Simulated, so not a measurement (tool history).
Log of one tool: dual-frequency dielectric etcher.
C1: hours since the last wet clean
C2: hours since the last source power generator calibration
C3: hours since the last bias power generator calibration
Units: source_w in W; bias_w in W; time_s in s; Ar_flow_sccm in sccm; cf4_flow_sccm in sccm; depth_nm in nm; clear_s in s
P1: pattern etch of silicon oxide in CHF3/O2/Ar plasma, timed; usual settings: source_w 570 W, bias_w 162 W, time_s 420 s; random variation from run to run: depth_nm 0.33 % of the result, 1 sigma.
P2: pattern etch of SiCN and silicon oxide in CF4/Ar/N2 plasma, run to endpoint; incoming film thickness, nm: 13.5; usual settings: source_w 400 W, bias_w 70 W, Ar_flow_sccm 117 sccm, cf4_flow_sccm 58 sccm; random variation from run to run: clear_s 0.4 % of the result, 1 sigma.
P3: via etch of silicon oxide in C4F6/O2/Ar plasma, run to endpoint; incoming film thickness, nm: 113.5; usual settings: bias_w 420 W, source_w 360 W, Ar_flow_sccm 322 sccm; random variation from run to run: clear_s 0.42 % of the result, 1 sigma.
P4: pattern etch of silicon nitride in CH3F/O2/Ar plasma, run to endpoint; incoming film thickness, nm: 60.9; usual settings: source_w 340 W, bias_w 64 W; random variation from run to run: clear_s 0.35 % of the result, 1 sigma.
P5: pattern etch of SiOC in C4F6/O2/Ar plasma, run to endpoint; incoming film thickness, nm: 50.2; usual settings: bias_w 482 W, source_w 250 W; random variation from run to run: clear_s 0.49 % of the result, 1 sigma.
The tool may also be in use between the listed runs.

Run 1, hour 14.2: process P1, source_w 570 W, bias_w 162 W, time_s 420 s; C1 160.7; C2 1320.4; C3 1364.9. Result: depth_nm 779.62 nm.
Run 2, hour 26.2: process P1, source_w 570 W, bias_w 204 W, time_s 507.5 s; C1 172.7; C2 1332.4; C3 1376.9. Result: depth_nm 1011.2 nm.
Run 3, hour 36.5: process P2, source_w 400 W, bias_w 70 W, Ar_flow_sccm 117 sccm, cf4_flow_sccm 58 sccm; C1 183; C2 1342.7; C3 1387.2. Result: clear_s 19.146 s.
Run 4, hour 46.2: process P1, source_w 400 W, bias_w 162 W, time_s 420 s; C1 192.7; C2 1352.4; C3 1396.9. Result: depth_nm 678.71 nm.
Run 5, hour 55.5: process P2, source_w 400 W, bias_w 70 W, Ar_flow_sccm 117 sccm, cf4_flow_sccm 36 sccm; C1 202; C2 1361.7; C3 1406.2. Result: clear_s 20.847 s.
Run 6, hour 64.2: process P1, source_w 570 W, bias_w 162 W, time_s 420 s; C1 210.7; C2 1370.4; C3 1414.9. Result: depth_nm 775.92 nm.
Run 7, hour 80.1: process P4, source_w 340 W, bias_w 64 W; C1 226.6; C2 1386.3; C3 1430.8. Result: clear_s 97.528 s.
At hour 81.5: bias power generator calibrated.
Run 8, hour 95.2: process P1, source_w 570 W, bias_w 162 W, time_s 563.5 s; C1 241.7; C2 1401.4; C3 13.7. Result: depth_nm 1042.3 nm.
Run 9, hour 109.5: process P1, source_w 570 W, bias_w 162 W, time_s 231 s; C1 256; C2 1415.7; C3 28. Result: depth_nm 429.2 nm.
Run 10, hour 120.8: process P2, source_w 400 W, bias_w 70 W, Ar_flow_sccm 117 sccm, cf4_flow_sccm 58 sccm; C1 267.3; C2 1427; C3 39.3. Result: clear_s 19.339 s.
Run 11, hour 136.2: process P1, source_w 570 W, bias_w 162 W, time_s 420 s; C1 282.7; C2 1442.4; C3 54.7. Result: depth_nm 780.21 nm.
Run 12, hour 153.7: process P3, source_w 360 W, bias_w 420 W, Ar_flow_sccm 322 sccm; C1 300.2; C2 1459.9; C3 72.2. Result: clear_s 27.44 s.
Run 13, hour 166.7: process P5, source_w 250 W, bias_w 376 W; C1 313.2; C2 1472.9; C3 85.2. Result: clear_s 22.306 s.
Run 14, hour 180.8: process P4, source_w 340 W, bias_w 38 W; C1 327.3; C2 1487; C3 99.3. Result: clear_s 114.76 s.
Run 15, hour 194.3: process P1, source_w 570 W, bias_w 95 W, time_s 420 s; C1 340.8; C2 1500.5; C3 112.8. Result: depth_nm 660.31 nm.
Run 16, hour 202.9: process P1, source_w 770 W, bias_w 162 W, time_s 420 s; C1 349.4; C2 1509.1; C3 121.4. Result: depth_nm 869.49 nm.
Run 17, hour 211.3: process P2, source_w 400 W, bias_w 100 W, Ar_flow_sccm 117 sccm, cf4_flow_sccm 58 sccm; C1 357.8; C2 1517.5; C3 129.8. Result: clear_s 16.79 s.
Run 18, hour 219.8: process P1, source_w 570 W, bias_w 162 W, time_s 420 s; C1 366.3; C2 1526; C3 138.3. Result: depth_nm 786.19 nm.
Run 19, hour 231.1: process P1, source_w 680 W, bias_w 126 W, time_s 420 s; C1 377.6; C2 1537.3; C3 149.6. Result: depth_nm 771.98 nm.
Run 20, hour 239.9: process P1, source_w 410 W, bias_w 162 W, time_s 299.5 s; C1 386.4; C2 1546.1; C3 158.4. Result: depth_nm 493.21 nm.
Run 21, hour 251.1: process P4, source_w 430 W, bias_w 64 W; C1 397.6; C2 1557.3; C3 169.6. Result: clear_s 88.63 s.
Run 22, hour 267.8: process P1, source_w 570 W, bias_w 213 W, time_s 420 s; C1 414.3; C2 1574; C3 186.3. Result: depth_nm 852.94 nm.
Run 23, hour 284: process P3, source_w 360 W, bias_w 420 W, Ar_flow_sccm 322 sccm; C1 430.5; C2 1590.2; C3 202.5. Result: clear_s 27.237 s.
Run 24, hour 294.7: process P3, source_w 360 W, bias_w 580 W, Ar_flow_sccm 322 sccm; C1 441.2; C2 1600.9; C3 213.2. Result: clear_s 24.236 s.
Run 25, hour 310.2: process P5, source_w 150 W, bias_w 482 W; C1 456.7; C2 1616.4; C3 228.7. Result: clear_s 24.527 s.
At hour 317.1: source power generator calibrated.
Run 26, hour 324.9: process P1, source_w 570 W, bias_w 162 W, time_s 420 s; C1 471.4; C2 7.9; C3 243.4. Result: depth_nm 783.24 nm.
Run 27, hour 335.3: process P2, source_w 310 W, bias_w 70 W, Ar_flow_sccm 117 sccm, cf4_flow_sccm 58 sccm; C1 481.8; C2 18.3; C3 253.8. Result: clear_s 24.039 s.
Run 28, hour 345.7: process P5, source_w 250 W, bias_w 482 W; C1 492.2; C2 28.7; C3 264.2. Result: clear_s 20.332 s.
Run 29, hour 355.8: process P3, source_w 360 W, bias_w 420 W, Ar_flow_sccm 450 sccm; C1 502.3; C2 38.8; C3 274.3. Result: clear_s 28.71 s.
Run 30, hour 367.7: process P1, source_w 570 W, bias_w 162 W, time_s 420 s; C1 514.2; C2 50.7; C3 286.2. Result: depth_nm 778.19 nm.
Run 31, hour 376.5: process P1, source_w 570 W, bias_w 162 W, time_s 420 s; C1 523; C2 59.5; C3 295. Result: depth_nm 780.89 nm.
Run 32, hour 390: process P2, source_w 400 W, bias_w 70 W, Ar_flow_sccm 85 sccm, cf4_flow_sccm 58 sccm; C1 536.5; C2 73; C3 308.5. Result: clear_s 18.266 s.
Run 33, hour 398.6: process P3, source_w 430 W, bias_w 420 W, Ar_flow_sccm 322 sccm; C1 545.1; C2 81.6; C3 317.1. Result: clear_s 25.524 s.
Run 34, hour 406.7: process P1, source_w 570 W, bias_w 162 W, time_s 420 s; C1 553.2; C2 89.7; C3 325.2. Result: depth_nm 776.3 nm.
Run 35, hour 423: process P1, source_w 570 W, bias_w 162 W, time_s 420 s; C1 569.5; C2 106; C3 341.5. Result: depth_nm 775.39 nm.
Run 36, hour 432: process P1, source_w 570 W, bias_w 162 W, time_s 420 s; C1 578.5; C2 115; C3 350.5. Result: depth_nm 770.94 nm.
Run 37, hour 441.9: process P1, source_w 570 W, bias_w 162 W, time_s 420 s; C1 588.4; C2 124.9; C3 360.4. Result: depth_nm 773.37 nm.
Run 38, hour 457.1: process P1, source_w 570 W, bias_w 162 W, time_s 420 s; C1 603.6; C2 140.1; C3 375.6. Result: depth_nm 769.4 nm.
Run 39, hour 470.8: process P1, source_w 570 W, bias_w 162 W, time_s 420 s; C1 617.3; C2 153.8; C3 389.3. Result: depth_nm 772.2 nm.
Run 40, hour 479.8: process P1, source_w 570 W, bias_w 162 W, time_s 420 s; C1 626.3; C2 162.8; C3 398.3. Result: depth_nm 766 nm.
At hour 489.1: wet clean of the chamber.
Run 41, hour 495.5: process P1, source_w 570 W, bias_w 162 W, time_s 420 s; C1 6.4; C2 178.5; C3 414. Result: depth_nm 768.06 nm.
Run 42, hour 510.8: process P1, source_w 570 W, bias_w 162 W, time_s 420 s; C1 21.7; C2 193.8; C3 429.3. Result: depth_nm 767.56 nm.
Run 43, hour 524.4: process P1, source_w 570 W, bias_w 162 W, time_s 420 s; C1 35.3; C2 207.4; C3 442.9. Result: depth_nm 768.19 nm.
Run 44, hour 537.6: process P1, source_w 570 W, bias_w 162 W, time_s 420 s; C1 48.5; C2 220.6; C3 456.1. Result: depth_nm 766.28 nm.

What P1 gives has crept away from where it was. These 2 causes fit the log equally well, each at the size given:
A: bias power that arrives under what is set, % = 4.91
B: source power that arrives under what is set, % = 4.21
The creep began at about hour 406.7.
Why every other cause is out:
chamber walls in a state that lowers the etch rate, %: serviced at hour 489.1, which brought nothing back

4 check runs are offered, each on 2 wafers whose results are averaged, their results left as question marks. Which one tells the causes apart?
Run check 1, hour 550.8: process P3, source_w 360 W, bias_w 420 W, Ar_flow_sccm 449 sccm. Result: clear_s ?.
Run check 2, hour 550.8: process P5, source_w 180 W, bias_w 482 W. Result: clear_s ?.
Run check 3, hour 550.8: process P4, source_w 400 W, bias_w 39 W. Result: clear_s ?.
Run check 4, hour 550.8: process P2, source_w 400 W, bias_w 85 W, Ar_flow_sccm 85 sccm, cf4_flow_sccm 58 sccm. Result: clear_s ?.

What each check would give under each cause:
  check   result    if A    if B
check 1  clear_s  29.043  28.973
check 2  clear_s  23.345   23.26
check 3  clear_s  108.35  108.63
check 4  clear_s  17.407  17.759
How far apart the two closest causes lie, in the result that separates them most: check 1 0.24 %; check 2 0.37 %; check 3 0.25 %; check 4 2 %
Only check 4 tells the causes apart: in the others they would give nearly the same result.

Check 4 was then run and gave: clear_s 17.84 s. Which cause is it?

It is B: source power that arrives under what is set, %.
